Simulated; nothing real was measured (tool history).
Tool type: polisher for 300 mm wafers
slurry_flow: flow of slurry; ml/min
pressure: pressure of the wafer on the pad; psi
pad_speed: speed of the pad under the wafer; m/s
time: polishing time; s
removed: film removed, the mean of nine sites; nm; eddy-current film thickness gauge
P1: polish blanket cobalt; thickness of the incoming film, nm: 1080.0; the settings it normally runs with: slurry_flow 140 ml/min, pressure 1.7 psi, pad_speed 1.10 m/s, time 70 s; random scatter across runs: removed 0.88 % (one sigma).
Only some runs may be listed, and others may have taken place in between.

run	hour	slurry_flow	pressure	pad_speed	time	wafers polished on this pad	hours since the slurry nozzle was cleaned	hours since the head pressure was calibrated	removed
1	16.2	140	1.7	1.10	70	604	233.0	862.5	330.33
2	26.7	140	1.7	1.10	70	691	243.5	873.0	325.14
# hour 27.5: slurry nozzle cleaned
3	43.9	220	1.7	0.62	70	833	16.5	890.2	194.65
4	58.5	85	1.7	1.10	32	954	31.1	904.8	132.52
5	70.7	140	0.8	1.10	70	1055	43.3	917.0	154.56
6	85.1	140	1.7	1.70	70	1174	57.7	931.4	509.84
7	99.3	140	1.7	1.10	70	1291	71.9	945.6	327.26
8	113.9	140	1.7	1.10	70	1412	86.5	960.2	330.81
9	129.2	140	1.7	1.10	32	1538	101.8	975.5	150.75
10	147.5	140	1.7	1.10	70	1690	120.1	993.8	330.89
11	160.9	140	1.7	1.10	103	1801	133.5	1007.2	484.47
12	172.0	140	1.7	0.82	70	1892	144.6	1018.3	244.43
13	184.4	140	1.7	1.10	70	1995	157.0	1030.7	328.72
14	199.4	140	2.6	1.10	70	2119	172.0	1045.7	507.67
15	211.2	140	1.7	1.10	70	2216	183.8	1057.5	327.71
16	224.9	220	1.7	1.10	70	2330	197.5	1071.2	354.00
17	243.7	85	1.7	1.10	70	2485	216.3	1090.0	290.93
18	260.2	140	1.7	1.10	70	2622	232.8	1106.5	324.45
19	275.9	140	1.7	1.10	70	2751	248.5	1122.2	314.12
20	284.6	140	1.7	1.10	70	2823	257.2	1130.9	313.00
# hour 285.7: worn pad replaced by a new one
21	294.2	140	1.7	1.10	70	70	266.8	1140.5	311.83
22	305.5	140	1.7	1.10	70	164	278.1	1151.8	308.59
23	320.5	140	1.7	1.10	70	288	293.1	1166.8	302.13
24	331.5	140	1.7	1.10	70	379	304.1	1177.8	306.56

What P1 gives has crept off from where it sat before. The 2 causes that follow fit the log equally well, each at the size noted:
A: slurry flow missing at the pad, % = 30.1
B: head's pressure below its setpoint, % = 7.49
The drift started at roughly hour 260.2.
The rest of the possible causes, and what rules out each one:
removal rate lost through wear of the pad, %: work on it at hour 285.7, done after the drift set in, did not restore what the process gave before

The 4 check runs listed below each average the results of 3 wafers, and their outcomes are marked with question marks. Under which run would the listed causes produce clearly different results?
check 1	342.5	140	2.1	1.10	70				?
check 2	342.5	140	0.8	1.10	97				?
check 3	342.5	85	2.6	1.10	70				?
check 4	342.5	140	1.7	1.68	40				?

If the cause were each of the candidates in turn, the checks would give the following:
check	result	if A	if B
check 1	removed	377.63	377.63
check 2	removed	199.35	199.35
check 3	removed	399.13	416.36
check 4	removed	266.79	266.79
Distance between the nearest two causes, measured in the result of the check that separates them most: check 1 0 %; check 2 0 %; check 3 4.23 %; check 4 0 %
Check 3 distinguishes between the causes, while the remaining checks would return nearly the same result for all of them.

Check 3 was then run and gave: removed 398.54 nm. Which cause is it?

The correct cause is A, namely: slurry flow missing at the pad, %.
